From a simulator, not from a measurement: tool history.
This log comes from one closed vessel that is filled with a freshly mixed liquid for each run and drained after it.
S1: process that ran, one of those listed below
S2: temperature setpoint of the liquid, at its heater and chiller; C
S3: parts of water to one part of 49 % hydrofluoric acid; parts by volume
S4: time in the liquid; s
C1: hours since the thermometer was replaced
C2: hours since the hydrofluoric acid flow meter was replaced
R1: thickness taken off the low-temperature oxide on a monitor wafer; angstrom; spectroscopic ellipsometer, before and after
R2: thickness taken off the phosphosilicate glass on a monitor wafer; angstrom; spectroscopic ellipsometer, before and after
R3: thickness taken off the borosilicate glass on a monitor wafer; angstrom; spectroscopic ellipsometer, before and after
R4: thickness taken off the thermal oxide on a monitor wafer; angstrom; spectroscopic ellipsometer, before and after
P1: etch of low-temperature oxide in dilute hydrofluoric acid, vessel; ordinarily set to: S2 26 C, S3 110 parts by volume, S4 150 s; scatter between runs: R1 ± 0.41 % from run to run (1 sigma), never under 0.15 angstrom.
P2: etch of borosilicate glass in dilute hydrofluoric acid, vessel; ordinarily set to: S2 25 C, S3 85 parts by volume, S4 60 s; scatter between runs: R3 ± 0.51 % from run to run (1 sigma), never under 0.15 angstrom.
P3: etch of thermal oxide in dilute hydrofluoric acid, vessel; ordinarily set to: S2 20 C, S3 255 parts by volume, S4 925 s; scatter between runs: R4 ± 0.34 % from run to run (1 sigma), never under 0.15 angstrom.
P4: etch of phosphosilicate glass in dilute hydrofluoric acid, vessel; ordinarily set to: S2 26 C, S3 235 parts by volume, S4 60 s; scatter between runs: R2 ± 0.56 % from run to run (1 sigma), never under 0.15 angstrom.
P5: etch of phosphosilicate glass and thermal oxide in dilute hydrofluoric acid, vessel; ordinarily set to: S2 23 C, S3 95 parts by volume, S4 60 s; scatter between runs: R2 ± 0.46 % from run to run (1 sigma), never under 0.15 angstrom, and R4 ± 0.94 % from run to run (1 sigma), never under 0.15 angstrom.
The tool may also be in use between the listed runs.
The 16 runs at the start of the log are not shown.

run	hour	S1	S2	S3	S4	C1	C2	R1	R2	R3	R4
17	188.3	P1	26	110	150	121	1130.6	413.28			
18	195.5	P1	26	110	150	128.2	1137.8	417.92			
19	209.7	P3	20	255	925	142.4	1152				121.62
20	222.4	P4	26	235	60	155.1	1164.7		308.92		
21	229.1	P1	26	185	150	161.8	1171.4	225.79			
# hour 242.4: hydrofluoric acid flow meter replaced
22	242.5	P1	26	110	150	175.2	0.1	416.71			
23	254.4	P5	28	95	60	187.1	12		594.42		34.217
24	267	P1	26	110	250	199.7	24.6	695.11			
25	279.1	P2	25	85	100	211.8	36.7			539.85	
26	291.3	P2	17	85	60	224	48.9			233.93	
27	305.6	P1	32.5	55	150	238.3	63.2	1163.5			
28	319.3	P1	26	110	150	252	76.9	417.38			
29	330	P1	21	110	150	262.7	87.6	343.33			
30	341.5	P5	23	95	60	274.2	99.1		484.48		28.613
31	349.7	P5	23	25	60	282.4	107.3		2022.8		120.56
32	361.2	P2	25	85	60	293.9	118.8			325.94	
33	368.2	P1	26	110	150	300.9	125.8	415.68			
34	382	P1	26	110	150	314.7	139.6	400.71			
35	395.3	P1	26	110	150	328	152.9	392.04			
36	407.1	P1	26	110	150	339.8	164.7	386.48			

Run 37 has not been measured yet. What should we expect?
37	416.5	P1	26	110	150	349.2	174.1	?			

Run 37 measured R1 385.39 angstrom.
